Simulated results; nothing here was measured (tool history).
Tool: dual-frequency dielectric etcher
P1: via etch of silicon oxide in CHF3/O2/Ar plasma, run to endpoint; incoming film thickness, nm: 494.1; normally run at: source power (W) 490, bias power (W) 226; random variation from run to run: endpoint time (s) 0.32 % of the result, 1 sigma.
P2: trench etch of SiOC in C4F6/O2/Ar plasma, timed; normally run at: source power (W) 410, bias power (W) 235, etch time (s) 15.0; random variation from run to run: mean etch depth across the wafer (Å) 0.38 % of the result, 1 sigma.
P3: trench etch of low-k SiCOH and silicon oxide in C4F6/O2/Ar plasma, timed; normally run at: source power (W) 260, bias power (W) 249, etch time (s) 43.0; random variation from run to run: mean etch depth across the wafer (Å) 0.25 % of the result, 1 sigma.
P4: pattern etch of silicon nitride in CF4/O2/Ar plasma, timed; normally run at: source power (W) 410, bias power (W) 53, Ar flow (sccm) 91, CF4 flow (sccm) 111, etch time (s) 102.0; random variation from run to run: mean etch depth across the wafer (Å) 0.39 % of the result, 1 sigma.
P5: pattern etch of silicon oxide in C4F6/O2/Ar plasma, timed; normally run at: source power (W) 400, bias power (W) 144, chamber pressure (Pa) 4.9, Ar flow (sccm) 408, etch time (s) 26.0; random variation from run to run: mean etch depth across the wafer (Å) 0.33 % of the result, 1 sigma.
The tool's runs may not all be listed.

| run | day | process that ran | source power (W) | bias power (W) | Ar flow (sccm) | CF4 flow (sccm) | etch time (s) | chamber pressure (Pa) | hours since the last wet clean | hours since the last source power generator calibration | hours since the last bias power generator calibration | endpoint time (s) | mean etch depth across the wafer (Å) |
|---|---|---|---|---|---|---|---|---|---|---|---|---|---|
| 1 | 0.204 | P1 | 490 | 226 |  |  |  |  | 225.0 | 570.5 | 2148.0 | 247.07 |  |
| 2 | 0.358 | P1 | 380 | 141 |  |  |  |  | 228.7 | 574.2 | 2151.7 | 320.33 |  |
| 3 | 0.588 | P4 | 540 | 53 | 91 | 111 | 102.0 |  | 234.2 | 579.7 | 2157.2 |  | 2127.90 |
| 4 | 0.800 | P1 | 350 | 226 |  |  |  |  | 239.3 | 584.8 | 2162.3 | 281.64 |  |
| 5 | 0.929 | P1 | 600 | 302 |  |  |  |  | 242.4 | 587.9 | 2165.4 | 207.05 |  |
| 6 | 1.112 | P1 | 650 | 226 |  |  |  |  | 246.8 | 592.3 | 2169.8 | 223.88 |  |
| 7 | 1.229 | P2 | 260 | 235 |  |  | 15.0 |  | 249.6 | 595.1 | 2172.6 |  | 285.90 |
| 8 | 1.458 | P1 | 630 | 138 |  |  |  |  | 255.1 | 600.6 | 2178.1 | 266.15 |  |
| 9 | 1.679 | P5 | 400 | 144 | 268 |  | 26.0 | 4.9 | 260.4 | 605.9 | 2183.4 |  | 760.16 |
| 10 | 1.796 | P5 | 400 | 144 | 408 |  | 26.0 | 4.9 | 263.2 | 608.7 | 2186.2 |  | 723.08 |
| 11 | 1.904 | P4 | 410 | 53 | 91 | 150 | 102.0 |  | 265.8 | 611.3 | 2188.8 |  | 1722.20 |
| 12 | 2.017 | P4 | 410 | 41 | 91 | 111 | 102.0 |  | 268.5 | 614.0 | 2191.5 |  | 1524.30 |
| 13 | 2.258 | P2 | 410 | 235 |  |  | 20.5 |  | 274.3 | 619.8 | 2197.3 |  | 464.55 |
| 14 | 2.408 | P3 | 260 | 249 |  |  | 23.5 |  | 277.9 | 623.4 | 2200.9 |  | 687.82 |
| 15 | 2.550 | P1 | 490 | 269 |  |  |  |  | 281.3 | 626.8 | 2204.3 | 233.09 |  |
| 16 | 2.750 | P2 | 410 | 279 |  |  | 15.0 |  | 286.1 | 631.6 | 2209.1 |  | 361.43 |
| 17 | 2.858 | P1 | 490 | 226 |  |  |  |  | 288.7 | 634.2 | 2211.7 | 248.08 |  |
| 18 | 3.104 | P1 | 490 | 226 |  |  |  |  | 294.6 | 640.1 | 2217.6 | 247.50 |  |
| 19 | 3.346 | P2 | 410 | 235 |  |  | 15.0 |  | 300.4 | 645.9 | 2223.4 |  | 339.04 |
| 20 | 3.550 | P5 | 400 | 144 | 408 |  | 20.0 | 4.9 | 305.3 | 650.8 | 2228.3 |  | 555.09 |
| 21 | 3.775 | P5 | 400 | 144 | 408 |  | 26.0 | 4.0 | 310.7 | 656.2 | 2233.7 |  | 742.75 |
| 22 | 3.950 | P3 | 260 | 313 |  |  | 43.0 |  | 314.9 | 660.4 | 2237.9 |  | 1362.00 |
| 23 | 4.117 | P4 | 410 | 53 | 91 | 111 | 102.0 |  | 318.9 | 664.4 | 2241.9 |  | 1662.60 |
| 24 | 4.292 | P1 | 490 | 165 |  |  |  |  | 323.1 | 668.6 | 2246.1 | 276.96 |  |
| 25 | 4.538 | P1 | 490 | 226 |  |  |  |  | 329.0 | 674.5 | 2252.0 | 247.97 |  |
| 26 | 4.721 | P5 | 400 | 192 | 408 |  | 26.0 | 4.9 | 333.4 | 678.9 | 2256.4 |  | 790.22 |
| 27 | 4.904 | P3 | 260 | 249 |  |  | 43.0 |  | 337.8 | 683.3 | 2260.8 |  | 1254.90 |
| 28 | 5.062 | P3 | 190 | 249 |  |  | 43.0 |  | 341.6 | 687.1 | 2264.6 |  | 1111.50 |
| 29 | 5.262 | P5 | 270 | 144 | 408 |  | 26.0 | 4.9 | 346.4 | 691.9 | 2269.4 |  | 622.98 |
| 30 | 5.446 | P4 | 410 | 53 | 108 | 111 | 102.0 |  | 350.8 | 696.3 | 2273.8 |  | 1637.00 |
| 31 | 5.621 | P4 | 410 | 53 | 91 | 111 | 137.5 |  | 355.0 | 700.5 | 2278.0 |  | 2259.30 |
| 32 | 5.867 | P1 | 490 | 226 |  |  |  |  | 360.9 | 706.4 | 2283.9 | 248.87 |  |
| 33 | 6.075 | P1 | 490 | 226 |  |  |  |  | 365.9 | 711.4 | 2288.9 | 248.87 |  |
| 34 | 6.254 | P1 | 490 | 226 |  |  |  |  | 370.2 | 715.7 | 2293.2 | 251.90 |  |
| 35 | 6.479 | P1 | 490 | 226 |  |  |  |  | 375.6 | 721.1 | 2298.6 | 251.84 |  |
| 36 | 6.638 | P1 | 490 | 226 |  |  |  |  | 379.4 | 724.9 | 2302.4 | 251.34 |  |
|  | 6.833 | wet clean of the chamber |
| 37 | 6.842 | P1 | 490 | 226 |  |  |  |  | 0.2 | 729.8 | 2307.3 | 252.19 |  |
| 38 | 7.071 | P1 | 490 | 226 |  |  |  |  | 5.7 | 735.3 | 2312.8 | 253.83 |  |
| 39 | 7.321 | P1 | 490 | 226 |  |  |  |  | 11.7 | 741.3 | 2318.8 | 251.35 |  |
| 40 | 7.533 | P1 | 490 | 226 |  |  |  |  | 16.8 | 746.4 | 2323.9 | 251.43 |  |

What P1 gives has crept away from where it was. These 2 causes fit the log equally well, each at the size given:
A: source power that arrives under what is set, % = 4.21
B: bias power that arrives under what is set, % = 4.46
The creep began at about day 5.867.
Why every other cause is out:
chamber walls in a state that lowers the etch rate, %: serviced at day 6.833, which brought nothing back

4 check runs are offered, each on 2 wafers whose results are averaged, their results left as question marks. Which one tells the causes apart?
| check 1 | 7.746 | P5 | 400 | 144 | 408 |  | 26.0 | 4.9 |  |  |  |  | ? |
| check 2 | 7.746 | P3 | 260 | 249 |  |  | 43.0 |  |  |  |  |  | ? |
| check 3 | 7.746 | P2 | 410 | 235 |  |  | 15.0 |  |  |  |  |  | ? |
| check 4 | 7.746 | P4 | 410 | 53 | 91 | 111 | 102.0 |  |  |  |  |  | ? |

What each check would give under each cause:
| check | result | if A | if B |
|---|---|---|---|
| check 1 | mean etch depth across the wafer (Å) | 711.93 | 714.33 |
| check 2 | mean etch depth across the wafer (Å) | 1235.60 | 1236.20 |
| check 3 | mean etch depth across the wafer (Å) | 334.60 | 335.05 |
| check 4 | mean etch depth across the wafer (Å) | 1610.90 | 1644.10 |
How far apart the two closest causes lie, in the result that separates them most: check 1 0.34 %; check 2 0.05 %; check 3 0.13 %; check 4 2.04 %
Check 4 tells the causes apart: in the others they would give nearly the same result.

Then check 4 was run and gave: mean etch depth across the wafer (Å) 1643.70. Which cause is it?

It is B: bias power that arrives under what is set, %.

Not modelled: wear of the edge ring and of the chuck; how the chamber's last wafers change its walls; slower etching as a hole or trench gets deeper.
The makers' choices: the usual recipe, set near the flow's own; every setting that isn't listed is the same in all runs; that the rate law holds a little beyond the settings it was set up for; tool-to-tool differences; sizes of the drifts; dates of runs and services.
